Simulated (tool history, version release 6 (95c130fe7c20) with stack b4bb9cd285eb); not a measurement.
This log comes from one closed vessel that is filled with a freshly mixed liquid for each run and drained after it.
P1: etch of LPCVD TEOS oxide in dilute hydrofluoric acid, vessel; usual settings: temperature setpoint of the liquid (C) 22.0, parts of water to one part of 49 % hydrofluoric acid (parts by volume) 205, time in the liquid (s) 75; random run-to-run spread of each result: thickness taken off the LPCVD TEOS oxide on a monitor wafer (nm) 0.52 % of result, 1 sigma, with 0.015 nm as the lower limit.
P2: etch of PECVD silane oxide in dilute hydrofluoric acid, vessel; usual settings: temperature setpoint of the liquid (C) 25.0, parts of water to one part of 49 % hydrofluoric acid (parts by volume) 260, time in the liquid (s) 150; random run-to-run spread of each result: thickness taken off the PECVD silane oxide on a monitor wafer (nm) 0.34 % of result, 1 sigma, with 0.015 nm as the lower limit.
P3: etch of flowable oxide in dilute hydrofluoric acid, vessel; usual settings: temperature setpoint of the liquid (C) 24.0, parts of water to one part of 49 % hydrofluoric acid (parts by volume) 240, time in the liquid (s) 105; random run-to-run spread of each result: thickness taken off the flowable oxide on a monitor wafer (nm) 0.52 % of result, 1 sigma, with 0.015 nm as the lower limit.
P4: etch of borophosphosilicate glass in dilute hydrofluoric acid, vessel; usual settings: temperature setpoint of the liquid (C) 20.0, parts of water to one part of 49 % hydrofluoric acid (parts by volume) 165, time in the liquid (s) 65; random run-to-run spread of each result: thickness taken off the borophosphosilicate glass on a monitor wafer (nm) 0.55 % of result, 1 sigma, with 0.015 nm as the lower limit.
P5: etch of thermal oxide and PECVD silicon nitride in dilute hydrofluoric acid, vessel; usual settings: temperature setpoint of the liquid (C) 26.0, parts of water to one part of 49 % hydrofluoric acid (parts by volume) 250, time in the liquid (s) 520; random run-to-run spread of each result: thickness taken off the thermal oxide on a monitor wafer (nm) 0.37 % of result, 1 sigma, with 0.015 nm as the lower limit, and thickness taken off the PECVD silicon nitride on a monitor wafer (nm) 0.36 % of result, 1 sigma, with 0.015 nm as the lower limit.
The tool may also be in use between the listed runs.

run    day  process that ran  temperature setpoint of the liquid (C)  parts of water to one part of 49 % hydrofluoric acid (parts by volume)  time in the liquid (s)  hours since the thermometer was replaced  hours since the hydrofluoric acid flow meter was replaced  thickness taken off the LPCVD TEOS oxide on a monitor wafer (nm)  thickness taken off the PECVD silane oxide on a monitor wafer (nm)  thickness taken off the flowable oxide on a monitor wafer (nm)  thickness taken off the borophosphosilicate glass on a monitor wafer (nm)  thickness taken off the thermal oxide on a monitor wafer (nm)  thickness taken off the PECVD silicon nitride on a monitor wafer (nm)
  1  0.183                P1                                    22.0                                                                     205                      75                                    1047.9                                                     1402.9                                                            6.4514
  2  0.267                P2                                    19.5                                                                     260                     150                                    1049.9                                                     1404.9                                                                                                                                9.7841
  3  0.375                P3                                    24.0                                                                     240                     105                                    1052.5                                                     1407.5                                                                                                                                                                                                20.399
  4  0.475                P1                                    17.0                                                                     205                     105                                    1054.9                                                     1409.9                                                            7.4829
  5  0.558                P1                                    22.0                                                                     205                      75                                    1056.9                                                     1411.9                                                            6.4121
  6  0.683                P1                                    22.0                                                                     205                      75                                    1059.9                                                     1414.9                                                            6.4742
  7  0.808                P2                                    25.0                                                                     260                     150                                    1062.9                                                     1417.9                                                                                                                               11.9270
  8  0.933                P4                                    26.0                                                                     165                      65                                    1065.9                                                     1420.9                                                                                                                                                                                                                                                                           34.619
  9  1.029                P4                                    20.0                                                                     165                     120                                    1068.2                                                     1423.2                                                                                                                                                                                                                                                                           51.101
 10  1.133                P5                                    26.0                                                                     250                     980                                    1070.7                                                     1425.7                                                                                                                                                                                                                                                                                                                                         16.8410                                                                16.8190
 11  1.229                P2                                    25.0                                                                     260                     270                                    1073.0                                                     1428.0                                                                                                                               21.3200
 12  1.404                P1                                    22.0                                                                     125                      75                                    1077.2                                                     1432.2                                                           11.4770
 13  1.558                P1                                    22.0                                                                     205                     135                                    1080.9                                                     1435.9                                                           11.6150
 14  1.658                P1                                    22.0                                                                     205                      75                                    1083.3                                                     1438.3                                                            6.5121
 15  1.775                P1                                    27.0                                                                     205                      30                                    1086.1                                                     1441.1                                                            3.0551
 16  1.967                P1                                    22.0                                                                     205                      75                                    1090.7                                                     1445.7                                                            6.4476
 17  2.100                P3                                    19.0                                                                     240                     105                                    1093.9                                                     1448.9                                                                                                                                                                                                17.089
 18  2.188                P1                                    22.0                                                                     205                      75                                    1096.0                                                     1451.0                                                            6.4512
 19  2.338                P1                                    28.5                                                                     205                      75                                    1099.6                                                     1454.6                                                            8.1461
 20  2.483                P3                                    24.0                                                                     240                      55                                    1103.1                                                     1458.1                                                                                                                                                                                                10.711
 21  2.675                P5                                    26.0                                                                     150                     520                                    1107.7                                                     1462.7                                                                                                                                                                                                                                                                                                                                         16.6840                                                                14.8930
 22  2.779                P5                                    20.0                                                                     250                     520                                    1110.2                                                     1465.2                                                                                                                                                                                                                                                                                                                                          7.2157                                                                 6.1687
 23  2.904                P1                                    22.0                                                                     370                      75                                    1113.2                                                     1468.2                                                            3.0200
 24  3.096                P4                                    20.0                                                                     265                      65                                    1117.8                                                     1472.8                                                                                                                                                                                                                                                                           15.531
 25  3.262                P3                                    24.0                                                                     120                     105                                    1121.8                                                     1476.8                                                                                                                                                                                                46.775
 26  3.438                P3                                    24.0                                                                     240                     105                                    1126.0                                                     1481.0                                                                                                                                                                                                20.354
 27  3.542                P4                                    20.0                                                                     165                      65                                    1128.5                                                     1483.5                                                                                                                                                                                                                                                                           27.231
 28  3.671                P1                                    17.0                                                                     205                      75                                    1131.6                                                     1486.6                                                            5.2893
 29  3.762                P2                                    25.0                                                                     140                     150                                    1133.8                                                     1488.8                                                                                                                               25.1450
 30  3.904                P5                                    26.0                                                                     250                     520                                    1137.2                                                     1492.2                                                                                                                                                                                                                                                                                                                                          9.0002                                                                 8.8929
 31  4.042                P1                                    22.0                                                                     205                      30                                    1140.5                                                     1495.5                                                            2.5714
 32  4.204                P1                                    22.0                                                                     205                      75                                    1144.4                                                     1499.4                                                            6.4385
 33  4.354                P1                                    22.0                                                                     205                      75                                    1148.0                                                     1503.0                                                            6.7816
 34  4.454                P1                                    22.0                                                                     205                      75                                    1150.4                                                     1505.4                                                            6.7951
 35  4.542                P1                                    22.0                                                                     205                      75                                    1152.5                                                     1507.5                                                            6.8741
 36  4.662                P1                                    22.0                                                                     205                      75                                    1155.4                                                     1510.4                                                            6.8769
 37  4.804                P1                                    22.0                                                                     205                      75                                    1158.8                                                     1513.8                                                            7.0107
 38  4.983                P1                                    22.0                                                                     205                      75                                    1163.1                                                     1518.1                                                            6.9930
 39  5.071                P1                                    22.0                                                                     205                      75                                    1165.2                                                     1520.2                                                            6.9984

P1 no longer gives what it gave before; its output has crept away from where it was. The following 2 causes, each at its listed size, fit the log equally well:
A: liquid hotter than its thermometer reads (K) = 2.27
B: hydrofluoric acid flow above the setpoint (%) = 7.24
The creep began at about day 4.204.

Question marks stand in for the results of the 4 check runs listed below, each run on one wafer. Under which run would the listed causes show clearly different results?
check 1  5.158                P4                                    24.5                                                                     165                     115                                                                                                                                                                                                                                                                                                                                                                                     ?
check 2  5.158                P5                                    20.5                                                                     250                     975                                                                                                                                                                                                                                                                                                                                                                                                                                                    ?                                                                      ?
check 3  5.158                P3                                    24.0                                                                     155                     105                                                                                                                                                                                                                                                                                                          ?
check 4  5.158                P2                                    25.0                                                                     170                     215                                                                                                                                                                                                                                          ?

What every check run would give for each of its results, assuming each possible cause in turn:
  check                                                                     result     if A     if B
check 1  thickness taken off the borophosphosilicate glass on a monitor wafer (nm)   63.111   62.997
check 2              thickness taken off the thermal oxide on a monitor wafer (nm)  14.9750  15.0110
check 2      thickness taken off the PECVD silicon nitride on a monitor wafer (nm)  13.6980  12.6920
check 3             thickness taken off the flowable oxide on a monitor wafer (nm)   37.953   37.815
check 4         thickness taken off the PECVD silane oxide on a monitor wafer (nm)  31.2360  31.2180
How far apart the two closest causes lie, in the result that separates them most: check 1 0.18 %; check 2 7.63 %; check 3 0.37 %; check 4 0.06 %
Check 2 tells the causes apart: in the others they would give nearly the same result.

Check 2 was then run and gave: thickness taken off the thermal oxide on a monitor wafer (nm) 15.0610; thickness taken off the PECVD silicon nitride on a monitor wafer (nm) 12.7560. Which cause is it?

Of the candidate causes, it is B: hydrofluoric acid flow above the setpoint (%).
